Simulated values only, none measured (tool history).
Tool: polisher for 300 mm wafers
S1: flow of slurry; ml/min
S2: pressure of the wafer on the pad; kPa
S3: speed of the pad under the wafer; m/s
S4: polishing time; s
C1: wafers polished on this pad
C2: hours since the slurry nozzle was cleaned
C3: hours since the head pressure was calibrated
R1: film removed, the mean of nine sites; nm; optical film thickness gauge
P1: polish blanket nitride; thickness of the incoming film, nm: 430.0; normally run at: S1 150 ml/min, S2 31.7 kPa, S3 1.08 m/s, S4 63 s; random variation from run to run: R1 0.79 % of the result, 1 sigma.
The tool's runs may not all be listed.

run   hour   S1    S2    S3  S4    C1     C2     C3      R1
  1   15.3  150  31.7  1.08  63   945  291.1  298.6   135.2
  2   29.8  150  31.7  1.08  63  1035  305.6  313.1  134.55
  3   43.1  150  14.5  1.08  63  1117  318.9  326.4  62.466
  4   58.4   90  31.7  1.08  63  1211  334.2  341.7  120.87
  5   70.1  150  31.7  1.08  99  1284  345.9  353.4  213.21
  6   78.5  150  31.7  1.08  63  1336  354.3  361.8  134.23
  7   89.6  210  31.7  1.08  63  1404  365.4  372.9  143.27
  8   96.9  150  31.7  1.08  34  1449  372.7  380.2  72.563
  9  104.9  150  49.6  1.08  63  1499  380.7  388.2  213.31
 10  115.1  150  31.7  1.08  63  1562  390.9  398.4  136.18
 11  125.3  150  31.7  0.52  63  1625  401.1  408.6  76.931
 12  137.8  150  31.7  1.08  63  1702  413.6  421.1  134.62
 13  148.2  150  44.1  1.08  87  1766    424  431.5  261.27
 14  155.3  150  31.7  1.54  63  1810  431.1  438.6  182.95
 15  170.7  150  31.7  1.08  63  1906  446.5    454  133.63
 16  181.8  150  31.7  1.08  63  1974  457.6  465.1  135.47
 17    190  150  31.7  1.08  63  2025  465.8  473.3  132.48
 18  200.9  150  31.7  1.08  63  2092  476.7  484.2  129.15
 19  212.2  150  31.7  1.08  63  2162    488  495.5  127.04
 20  219.4  150  31.7  1.08  63  2207  495.2  502.7  126.71
     223.7  -- worn pad replaced by a new one
 21  234.4  150  31.7  1.08  63    66  510.2  517.7  125.83
 22  242.9  150  31.7  1.08  63   118  518.7  526.2  124.51

What P1 gives has crept away from where it was. These 2 causes fit the log equally well, each at the size given:
A: slurry flow missing at the pad, % = 33.6
B: head's pressure below its setpoint, % = 8.24
The creep began at about hour 181.8.
Why every other cause is out:
removal rate lost through wear of the pad, %: serviced at hour 223.7, which brought nothing back

4 check runs are offered, each on 2 wafers whose results are averaged, their results left as question marks. Which one tells the causes apart?
check 1  251.4  150  14.5  1.44  63               ?
check 2  251.4  150  31.7  0.68  98               ?
check 3  251.4   90  31.7  1.08  48               ?
check 4  251.4  150  15.9  1.08  63               ?

What each check would give under each cause:
  check  result    if A    if B
check 1      R1  71.694  71.691
check 2      R1  134.04  134.03
check 3      R1  80.939  84.934
check 4      R1   62.38  62.377
How far apart the two closest causes lie, in the result that separates them most: check 1 0 %; check 2 0 %; check 3 4.82 %; check 4 0 %
Only check 3 tells the causes apart: in the others they would give nearly the same result.

Then check 3 was run and gave: R1 85.299 nm. Which cause is it?

It is B: head's pressure below its setpoint, %.
